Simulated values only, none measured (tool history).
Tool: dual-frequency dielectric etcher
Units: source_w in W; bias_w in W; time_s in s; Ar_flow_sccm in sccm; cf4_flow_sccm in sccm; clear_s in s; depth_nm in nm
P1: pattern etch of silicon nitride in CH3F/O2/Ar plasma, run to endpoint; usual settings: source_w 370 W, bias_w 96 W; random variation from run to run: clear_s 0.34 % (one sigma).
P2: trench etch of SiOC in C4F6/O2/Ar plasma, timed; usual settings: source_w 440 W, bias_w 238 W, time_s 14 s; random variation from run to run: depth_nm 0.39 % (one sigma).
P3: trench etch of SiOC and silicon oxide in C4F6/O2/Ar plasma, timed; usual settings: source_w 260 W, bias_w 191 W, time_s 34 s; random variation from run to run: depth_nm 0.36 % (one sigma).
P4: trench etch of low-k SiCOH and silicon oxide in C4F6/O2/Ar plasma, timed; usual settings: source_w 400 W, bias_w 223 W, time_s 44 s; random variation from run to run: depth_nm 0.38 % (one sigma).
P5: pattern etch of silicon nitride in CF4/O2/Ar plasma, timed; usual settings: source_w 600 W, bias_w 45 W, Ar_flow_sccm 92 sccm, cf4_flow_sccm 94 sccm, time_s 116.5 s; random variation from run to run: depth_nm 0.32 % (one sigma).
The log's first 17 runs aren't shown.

run,hour,process,source_w,bias_w,time_s,Ar_flow_sccm,cf4_flow_sccm,hours since the last wet clean,hours since the last source power generator calibration,hours since the last bias power generator calibration,clear_s,depth_nm
18,171.5,P4,310,223,44,,,41.7,3739.2,124,,136.5
19,185,P5,760,45,116.5,92,94,55.2,3752.7,137.5,,302.92
20,194.2,P1,500,96,,,,64.4,3761.9,146.7,33.635,
21,203.3,P2,290,238,14,,,73.5,3771,155.8,,27.724
22,215.8,P2,440,238,17.5,,,86,3783.5,168.3,,40.984
23,223.2,P3,330,191,34,,,93.4,3790.9,175.7,,64.1
24,229.8,P1,370,96,,,,100,3797.5,182.3,37.513,
25,237.6,P1,260,96,,,,107.8,3805.3,190.1,42.812,
26,249.4,P5,600,45,116.5,59,94,119.6,3817.1,201.9,,259.91
27,262,P5,600,45,160,92,94,132.2,3829.7,214.5,,339
28,273.5,P1,460,76,,,,143.7,3841.2,226,37.76,
29,283.4,P1,370,96,,,,153.6,3851.1,235.9,37.642,
30,294.1,P1,370,96,,,,164.3,3861.8,246.6,37.56,
31,300.5,P1,370,96,,,,170.7,3868.2,253,37.525,
32,310,P1,370,96,,,,180.2,3877.7,262.5,37.959,
33,316.6,P1,370,96,,,,186.8,3884.3,269.1,38.029,

The next listed run, before its measurement:
34,328.5,P1,370,96,,,,198.7,3896.2,281,?,

{"run 34": {"clear_s": 38.076}}
